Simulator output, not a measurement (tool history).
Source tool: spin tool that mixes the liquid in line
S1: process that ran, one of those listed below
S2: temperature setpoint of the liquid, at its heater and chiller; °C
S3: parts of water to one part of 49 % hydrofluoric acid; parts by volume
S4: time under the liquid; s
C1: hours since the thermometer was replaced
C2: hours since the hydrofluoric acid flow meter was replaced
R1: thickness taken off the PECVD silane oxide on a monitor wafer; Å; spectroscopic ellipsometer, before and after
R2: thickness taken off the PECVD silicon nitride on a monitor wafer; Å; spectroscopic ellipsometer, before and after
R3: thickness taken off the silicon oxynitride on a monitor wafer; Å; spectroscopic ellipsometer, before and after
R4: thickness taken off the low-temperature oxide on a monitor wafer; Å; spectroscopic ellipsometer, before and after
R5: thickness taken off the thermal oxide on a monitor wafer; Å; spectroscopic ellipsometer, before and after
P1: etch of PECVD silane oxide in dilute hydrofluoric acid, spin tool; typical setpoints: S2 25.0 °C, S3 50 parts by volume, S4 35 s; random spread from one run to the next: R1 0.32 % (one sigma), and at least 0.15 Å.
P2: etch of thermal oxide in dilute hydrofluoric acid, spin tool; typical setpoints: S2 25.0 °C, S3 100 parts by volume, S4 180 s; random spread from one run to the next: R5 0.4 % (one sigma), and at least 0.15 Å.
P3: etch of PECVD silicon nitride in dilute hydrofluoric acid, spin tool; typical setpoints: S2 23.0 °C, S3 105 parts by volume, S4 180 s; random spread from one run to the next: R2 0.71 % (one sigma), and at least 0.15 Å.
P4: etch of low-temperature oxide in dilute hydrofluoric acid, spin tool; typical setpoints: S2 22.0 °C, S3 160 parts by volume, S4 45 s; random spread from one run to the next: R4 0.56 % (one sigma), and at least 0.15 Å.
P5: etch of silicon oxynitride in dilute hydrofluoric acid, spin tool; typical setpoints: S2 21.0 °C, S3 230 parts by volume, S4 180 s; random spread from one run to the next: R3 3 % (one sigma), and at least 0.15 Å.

run,day,S1,S2,S3,S4,C1,C2,R1,R2,R3,R4,R5
1,0.358,P1,25.0,50,35,663.7,572.7,163.560,,,,
2,0.712,P1,25.0,50,35,672.2,581.2,163.350,,,,
3,1.117,P3,23.0,105,310,681.9,590.9,,51.023,,,
4,1.338,P1,25.0,20,35,687.2,596.2,425.090,,,,
5,1.696,P5,21.0,230,180,695.8,604.8,,,9.08270,,
6,2.038,P3,17.0,105,180,704.0,613.0,,20.015,,,
7,2.212,P1,25.0,50,15,708.2,617.2,69.733,,,,
8,2.517,P4,22.0,160,45,715.5,624.5,,,,47.376,
9,2.725,P1,29.5,50,35,720.5,629.5,195.490,,,,
10,2.917,P3,23.0,105,180,725.1,634.1,,29.964,,,
11,3.129,P1,25.0,75,35,730.2,639.2,104.650,,,,
12,3.354,P2,25.0,155,180,735.6,644.6,,,,,54.544
13,3.733,P1,19.0,50,35,744.7,653.7,126.970,,,,
14,4.038,P4,22.0,30,45,752.0,661.0,,,,297.120,
15,4.304,P2,25.0,100,180,758.4,667.4,,,,,90.700
16,4.496,P2,25.0,100,330,763.0,672.0,,,,,165.590
17,4.762,P5,21.0,230,15,769.4,678.4,,,0.93467,,
18,5.146,P3,23.0,105,180,778.6,687.6,,29.786,,,
19,5.412,P4,17.0,160,45,785.0,694.0,,,,39.187,
20,5.721,P4,22.0,160,45,792.4,701.4,,,,48.024,
21,5.912,P3,23.0,160,180,797.0,706.0,,19.816,,,
22,6.121,P1,25.0,50,35,802.0,711.0,164.430,,,,
23,6.492,P5,26.0,230,180,810.9,719.9,,,11.07600,,
24,6.712,P1,25.0,20,65,816.2,725.2,787.170,,,,
25,7.050,P1,17.5,50,20,824.3,733.3,68.309,,,,
26,7.354,P1,25.0,50,35,831.6,740.6,163.160,,,,

Expected results for the next run?
27,7.721,P5,21.0,35,180,840.4,749.4,,,?,,

{"run 27": {"R3": 71.292}}
